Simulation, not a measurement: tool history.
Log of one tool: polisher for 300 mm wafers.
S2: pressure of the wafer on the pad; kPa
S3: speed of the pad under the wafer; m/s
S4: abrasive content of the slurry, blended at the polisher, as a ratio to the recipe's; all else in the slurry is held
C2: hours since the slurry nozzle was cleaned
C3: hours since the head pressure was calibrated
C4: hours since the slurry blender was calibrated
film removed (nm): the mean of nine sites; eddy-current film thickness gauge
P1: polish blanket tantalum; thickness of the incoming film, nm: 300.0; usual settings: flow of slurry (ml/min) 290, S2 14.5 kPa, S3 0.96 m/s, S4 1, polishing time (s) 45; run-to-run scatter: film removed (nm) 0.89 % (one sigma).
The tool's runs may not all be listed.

Run 1, hour 10.3: flow of slurry (ml/min) 290, S2 14.5 kPa, S3 0.96 m/s, S4 1, polishing time (s) 45; wafers polished on this pad 365; C2 78.5; C3 531.9; C4 332.7. Result: film removed (nm) 67.981.
Run 2, hour 18.5: flow of slurry (ml/min) 220, S2 14.5 kPa, S3 0.96 m/s, S4 1, polishing time (s) 28; wafers polished on this pad 471; C2 86.7; C3 540.1; C4 340.9. Result: film removed (nm) 42.022.
Run 3, hour 26.7: flow of slurry (ml/min) 290, S2 21.4 kPa, S3 0.96 m/s, S4 1, polishing time (s) 45; wafers polished on this pad 577; C2 94.9; C3 548.3; C4 349.1. Result: film removed (nm) 101.45.
Run 4, hour 35.1: flow of slurry (ml/min) 290, S2 6.2 kPa, S3 0.96 m/s, S4 1, polishing time (s) 45; wafers polished on this pad 685; C2 103.3; C3 556.7; C4 357.5. Result: film removed (nm) 29.438.
Run 5, hour 45.3: flow of slurry (ml/min) 455, S2 14.5 kPa, S3 0.96 m/s, S4 1, polishing time (s) 45; wafers polished on this pad 817; C2 113.5; C3 566.9; C4 367.7. Result: film removed (nm) 71.989.
Run 6, hour 56.5: flow of slurry (ml/min) 290, S2 6.9 kPa, S3 0.96 m/s, S4 0.75, polishing time (s) 45; wafers polished on this pad 962; C2 124.7; C3 578.1; C4 378.9. Result: film removed (nm) 30.613.
Run 7, hour 66.9: flow of slurry (ml/min) 290, S2 14.5 kPa, S3 0.96 m/s, S4 1, polishing time (s) 66; wafers polished on this pad 1097; C2 135.1; C3 588.5; C4 389.3. Result: film removed (nm) 100.39.
Run 8, hour 74.8: flow of slurry (ml/min) 290, S2 14.5 kPa, S3 0.96 m/s, S4 1, polishing time (s) 45; wafers polished on this pad 1199; C2 143; C3 596.4; C4 397.2. Result: film removed (nm) 68.626.
Run 9, hour 80.2: flow of slurry (ml/min) 290, S2 14.5 kPa, S3 0.96 m/s, S4 1, polishing time (s) 45; wafers polished on this pad 1269; C2 148.4; C3 601.8; C4 402.6. Result: film removed (nm) 68.213.
Run 10, hour 88.7: flow of slurry (ml/min) 290, S2 14.5 kPa, S3 0.96 m/s, S4 0.55, polishing time (s) 45; wafers polished on this pad 1379; C2 156.9; C3 610.3; C4 411.1. Result: film removed (nm) 55.187.
At hour 89.9: slurry nozzle cleaned.
Run 11, hour 98.4: flow of slurry (ml/min) 290, S2 14.5 kPa, S3 0.96 m/s, S4 1.4, polishing time (s) 27; wafers polished on this pad 1504; C2 8.6; C3 620; C4 420.8. Result: film removed (nm) 45.183.
Run 12, hour 104.4: flow of slurry (ml/min) 290, S2 14.5 kPa, S3 1.36 m/s, S4 1, polishing time (s) 45; wafers polished on this pad 1582; C2 14.6; C3 626; C4 426.8. Result: film removed (nm) 97.68.
Run 13, hour 115.1: flow of slurry (ml/min) 175, S2 14.5 kPa, S3 0.96 m/s, S4 1, polishing time (s) 45; wafers polished on this pad 1720; C2 25.3; C3 636.7; C4 437.5. Result: film removed (nm) 65.12.
Run 14, hour 124.4: flow of slurry (ml/min) 290, S2 14.5 kPa, S3 0.96 m/s, S4 1, polishing time (s) 45; wafers polished on this pad 1840; C2 34.6; C3 646; C4 446.8. Result: film removed (nm) 69.15.
Run 15, hour 131.8: flow of slurry (ml/min) 290, S2 14.5 kPa, S3 0.96 m/s, S4 1, polishing time (s) 20; wafers polished on this pad 1936; C2 42; C3 653.4; C4 454.2. Result: film removed (nm) 30.056.
Run 16, hour 136.8: flow of slurry (ml/min) 290, S2 14.5 kPa, S3 0.52 m/s, S4 1, polishing time (s) 45; wafers polished on this pad 2001; C2 47; C3 658.4; C4 459.2. Result: film removed (nm) 36.854.

Forecast run 17:
Run 17, hour 146.2: flow of slurry (ml/min) 290, S2 14.5 kPa, S3 0.96 m/s, S4 1.3, polishing time (s) 45; wafers polished on this pad 2122; C2 56.4; C3 667.8; C4 468.6. Result: film removed (nm) ?.

film removed (nm): 74.327
